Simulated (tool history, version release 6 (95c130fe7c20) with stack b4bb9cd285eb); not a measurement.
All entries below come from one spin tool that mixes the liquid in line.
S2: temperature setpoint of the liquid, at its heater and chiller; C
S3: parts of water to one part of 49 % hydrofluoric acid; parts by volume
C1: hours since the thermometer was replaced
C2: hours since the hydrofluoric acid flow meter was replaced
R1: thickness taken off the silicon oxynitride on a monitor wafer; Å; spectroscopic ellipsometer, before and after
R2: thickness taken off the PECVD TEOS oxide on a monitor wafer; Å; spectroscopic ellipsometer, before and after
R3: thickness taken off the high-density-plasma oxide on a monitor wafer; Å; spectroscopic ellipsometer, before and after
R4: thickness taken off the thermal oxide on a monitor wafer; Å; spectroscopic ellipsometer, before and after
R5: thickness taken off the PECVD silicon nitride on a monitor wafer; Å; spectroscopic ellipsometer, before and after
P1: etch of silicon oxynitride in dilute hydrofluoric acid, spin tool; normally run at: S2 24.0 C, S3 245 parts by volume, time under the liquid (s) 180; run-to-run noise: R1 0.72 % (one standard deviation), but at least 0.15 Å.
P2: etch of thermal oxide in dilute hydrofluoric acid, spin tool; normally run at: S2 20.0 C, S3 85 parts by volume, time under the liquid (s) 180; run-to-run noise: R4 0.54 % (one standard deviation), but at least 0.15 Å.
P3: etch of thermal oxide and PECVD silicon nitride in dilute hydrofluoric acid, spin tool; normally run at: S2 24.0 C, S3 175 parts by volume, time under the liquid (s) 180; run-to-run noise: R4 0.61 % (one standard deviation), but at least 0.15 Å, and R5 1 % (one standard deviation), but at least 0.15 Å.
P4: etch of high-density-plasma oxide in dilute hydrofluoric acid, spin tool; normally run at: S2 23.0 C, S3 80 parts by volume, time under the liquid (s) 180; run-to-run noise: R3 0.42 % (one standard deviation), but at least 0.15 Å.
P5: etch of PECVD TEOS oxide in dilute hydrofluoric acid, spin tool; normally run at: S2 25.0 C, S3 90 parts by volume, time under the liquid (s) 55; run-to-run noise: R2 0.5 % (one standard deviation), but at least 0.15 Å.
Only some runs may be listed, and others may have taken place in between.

Run 1, hour 5.6: process that ran P1, S2 24.0 C, S3 245 parts by volume, time under the liquid (s) 180; C1 1143.6; C2 1034.7. Result: R1 31.622 Å.
Run 2, hour 14.0: process that ran P5, S2 25.0 C, S3 90 parts by volume, time under the liquid (s) 55; C1 1152.0; C2 1043.1. Result: R2 101.22 Å.
Run 3, hour 23.0: process that ran P4, S2 23.0 C, S3 80 parts by volume, time under the liquid (s) 20; C1 1161.0; C2 1052.1. Result: R3 12.450 Å.
Run 4, hour 29.0: process that ran P2, S2 20.0 C, S3 40 parts by volume, time under the liquid (s) 180; C1 1167.0; C2 1058.1. Result: R4 193.930 Å.
Run 5, hour 34.5: process that ran P1, S2 17.5 C, S3 245 parts by volume, time under the liquid (s) 270; C1 1172.5; C2 1063.6. Result: R1 35.278 Å.
Run 6, hour 44.7: process that ran P1, S2 24.0 C, S3 245 parts by volume, time under the liquid (s) 355; C1 1182.7; C2 1073.8. Result: R1 62.313 Å.
Run 7, hour 52.2: process that ran P3, S2 24.0 C, S3 175 parts by volume, time under the liquid (s) 180; C1 1190.2; C2 1081.3. Result: R4 45.595 Å, R5 22.978 Å.
Run 8, hour 59.6: process that ran P1, S2 30.5 C, S3 245 parts by volume, time under the liquid (s) 180; C1 1197.6; C2 1088.7. Result: R1 41.365 Å.
Run 9, hour 65.6: process that ran P5, S2 25.0 C, S3 90 parts by volume, time under the liquid (s) 55; C1 1203.6; C2 1094.7. Result: R2 102.00 Å.
Run 10, hour 73.3: process that ran P4, S2 18.0 C, S3 80 parts by volume, time under the liquid (s) 180; C1 1211.3; C2 1102.4. Result: R3 92.508 Å.
Run 11, hour 81.6: process that ran P3, S2 24.0 C, S3 75 parts by volume, time under the liquid (s) 180; C1 1219.6; C2 1110.7. Result: R4 120.780 Å, R5 51.499 Å.
Run 12, hour 88.6: process that ran P3, S2 24.0 C, S3 175 parts by volume, time under the liquid (s) 270; C1 1226.6; C2 1117.7. Result: R4 68.719 Å, R5 34.264 Å.
Run 13, hour 95.1: process that ran P3, S2 28.0 C, S3 175 parts by volume, time under the liquid (s) 180; C1 1233.1; C2 1124.2. Result: R4 52.726 Å, R5 29.556 Å.
Run 14, hour 100.6: process that ran P5, S2 31.5 C, S3 90 parts by volume, time under the liquid (s) 55; C1 1238.6; C2 1129.7. Result: R2 129.85 Å.
Run 15, hour 109.4: process that ran P1, S2 24.0 C, S3 245 parts by volume, time under the liquid (s) 180; C1 1247.4; C2 1138.5. Result: R1 31.926 Å.
Run 16, hour 117.1: process that ran P1, S2 24.0 C, S3 245 parts by volume, time under the liquid (s) 180; C1 1255.1; C2 1146.2. Result: R1 31.156 Å.
Run 17, hour 127.2: process that ran P1, S2 24.0 C, S3 245 parts by volume, time under the liquid (s) 180; C1 1265.2; C2 1156.3. Result: R1 31.429 Å.
Run 18, hour 136.6: process that ran P2, S2 26.0 C, S3 85 parts by volume, time under the liquid (s) 180; C1 1274.6; C2 1165.7. Result: R4 110.390 Å.
Run 19, hour 146.8: process that ran P5, S2 25.0 C, S3 90 parts by volume, time under the liquid (s) 105; C1 1284.8; C2 1175.9. Result: R2 194.19 Å.
Run 20, hour 152.8: process that ran P1, S2 24.0 C, S3 375 parts by volume, time under the liquid (s) 180; C1 1290.8; C2 1181.9. Result: R1 19.286 Å.
Run 21, hour 158.7: process that ran P4, S2 23.0 C, S3 80 parts by volume, time under the liquid (s) 180; C1 1296.7; C2 1187.8. Result: R3 113.350 Å.
Run 22, hour 166.6: process that ran P4, S2 23.0 C, S3 120 parts by volume, time under the liquid (s) 180; C1 1304.6; C2 1195.7. Result: R3 71.897 Å.
Run 23, hour 174.2: process that ran P1, S2 17.0 C, S3 245 parts by volume, time under the liquid (s) 180; C1 1312.2; C2 1203.3. Result: R1 22.586 Å.
Run 24, hour 184.6: process that ran P5, S2 25.0 C, S3 30 parts by volume, time under the liquid (s) 55; C1 1322.6; C2 1213.7. Result: R2 331.63 Å.
Run 25, hour 195.3: process that ran P4, S2 23.0 C, S3 80 parts by volume, time under the liquid (s) 180; C1 1333.3; C2 1224.4. Result: R3 112.970 Å.
Run 26, hour 201.5: process that ran P2, S2 20.0 C, S3 85 parts by volume, time under the liquid (s) 280; C1 1339.5; C2 1230.6. Result: R4 134.700 Å.
Run 27, hour 211.9: process that ran P2, S2 20.0 C, S3 85 parts by volume, time under the liquid (s) 180; C1 1349.9; C2 1241.0. Result: R4 87.037 Å.
At hour 212.9: hydrofluoric acid flow meter replaced.
Run 28, hour 218.3: process that ran P1, S2 24.0 C, S3 245 parts by volume, time under the liquid (s) 65; C1 1356.3; C2 5.5. Result: R1 11.551 Å.
Run 29, hour 224.4: process that ran P1, S2 24.0 C, S3 245 parts by volume, time under the liquid (s) 180; C1 1362.4; C2 11.6. Result: R1 31.756 Å.
Run 30, hour 229.9: process that ran P1, S2 24.0 C, S3 110 parts by volume, time under the liquid (s) 180; C1 1367.9; C2 17.1. Result: R1 78.164 Å.
Run 31, hour 238.0: process that ran P1, S2 24.0 C, S3 245 parts by volume, time under the liquid (s) 180; C1 1376.0; C2 25.2. Result: R1 31.732 Å.
Run 32, hour 247.7: process that ran P1, S2 24.0 C, S3 245 parts by volume, time under the liquid (s) 180; C1 1385.7; C2 34.9. Result: R1 30.934 Å.
Run 33, hour 254.8: process that ran P1, S2 24.0 C, S3 245 parts by volume, time under the liquid (s) 180; C1 1392.8; C2 42.0. Result: R1 30.446 Å.
Run 34, hour 261.0: process that ran P1, S2 24.0 C, S3 245 parts by volume, time under the liquid (s) 180; C1 1399.0; C2 48.2. Result: R1 29.897 Å.
Run 35, hour 266.9: process that ran P1, S2 24.0 C, S3 245 parts by volume, time under the liquid (s) 180; C1 1404.9; C2 54.1. Result: R1 29.667 Å.
Run 36, hour 274.9: process that ran P1, S2 24.0 C, S3 245 parts by volume, time under the liquid (s) 180; C1 1412.9; C2 62.1. Result: R1 29.434 Å.
Run 37, hour 283.4: process that ran P1, S2 24.0 C, S3 245 parts by volume, time under the liquid (s) 180; C1 1421.4; C2 70.6. Result: R1 29.588 Å.
Run 38, hour 288.4: process that ran P1, S2 24.0 C, S3 245 parts by volume, time under the liquid (s) 180; C1 1426.4; C2 75.6. Result: R1 29.542 Å.
Run 39, hour 297.0: process that ran P1, S2 24.0 C, S3 245 parts by volume, time under the liquid (s) 180; C1 1435.0; C2 84.2. Result: R1 29.111 Å.
Run 40, hour 307.0: process that ran P1, S2 24.0 C, S3 245 parts by volume, time under the liquid (s) 180; C1 1445.0; C2 94.2. Result: R1 29.075 Å.

Something has made what P1 gives creep away from where it was; the 2 causes below, each at its own stated size, fit the log equally well:
A: hydrofluoric acid flow below the setpoint (%) = 5.91
B: liquid colder than its thermometer reads (K) = 1.64
The onset of the drift is placed at about hour 238.0.

4 check runs are offered, each on 5 wafers whose results are averaged, their results left as question marks. Which one tells the causes apart?
Run check 1, hour 317.0: process that ran P3, S2 24.0 C, S3 175 parts by volume, time under the liquid (s) 180. Result: R4 ?, R5 ?.
Run check 2, hour 317.0: process that ran P2, S2 20.0 C, S3 85 parts by volume, time under the liquid (s) 180. Result: R4 ?.
Run check 3, hour 317.0: process that ran P4, S2 23.0 C, S3 80 parts by volume, time under the liquid (s) 180. Result: R3 ?.
Run check 4, hour 317.0: process that ran P5, S2 25.0 C, S3 90 parts by volume, time under the liquid (s) 55. Result: R2 ?.

What every check run would give for each of its results, assuming each possible cause in turn:
  check  result     if A     if B
check 1      R4   42.320   42.781
check 1      R5   21.480   20.530
check 2      R4   81.218   81.096
check 3      R3  105.390  105.390
check 4      R2   95.171   95.431
Distance between the nearest two causes, measured in the result of the check that separates them most: check 1 4.52 %; check 2 0.15 %; check 3 0.01 %; check 4 0.27 %
Check 1 is the one run that separates the causes; every other check would come out nearly the same whichever cause is at work.

After running check 1, the following was obtained: R4 42.658 Å; R5 20.371 Å. Which cause does this point to?

The cause is B: liquid colder than its thermometer reads (K).
